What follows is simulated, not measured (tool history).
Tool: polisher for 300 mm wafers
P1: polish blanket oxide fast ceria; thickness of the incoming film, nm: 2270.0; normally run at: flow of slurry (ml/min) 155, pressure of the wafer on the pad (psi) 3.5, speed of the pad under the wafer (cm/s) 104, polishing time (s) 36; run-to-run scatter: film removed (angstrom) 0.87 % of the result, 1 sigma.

run	day	flow of slurry (ml/min)	pressure of the wafer on the pad (psi)	speed of the pad under the wafer (cm/s)	polishing time (s)	wafers polished on this pad	hours since the slurry nozzle was cleaned	hours since the head pressure was calibrated	film removed (angstrom)
1	0.192	155	3.5	104	36	349	270.9	199.4	7228.5
2	0.383	155	3.5	50	36	422	275.5	204.0	3472.3
3	0.504	155	3.5	104	36	469	278.4	206.9	7244.5
# day 0.608: slurry nozzle cleaned
4	0.650	155	3.5	76	54	524	1.1	210.4	7954.4
5	0.796	155	3.5	104	36	580	4.6	213.9	7120.1
6	0.904	155	3.5	104	36	622	7.2	216.5	7314.5
7	1.079	155	5.1	104	36	689	11.4	220.7	10596.0
8	1.188	95	3.5	150	36	730	14.0	223.3	9430.1
9	1.367	95	3.5	104	36	799	18.3	227.6	6476.5
10	1.508	155	3.5	104	20	853	21.7	231.0	3984.3
11	1.604	155	3.5	104	36	889	24.0	233.3	7249.4
12	1.717	155	3.5	104	36	932	26.7	236.0	7280.7
13	1.838	155	3.5	104	57	979	29.6	238.9	11505.0
14	1.967	240	3.5	104	36	1028	32.7	242.0	7627.8

Forecast run 15:
15	2.079	155	3.5	162	36	1071	35.4	244.7	?

Run 15 gave film removed (angstrom) 11447.0.
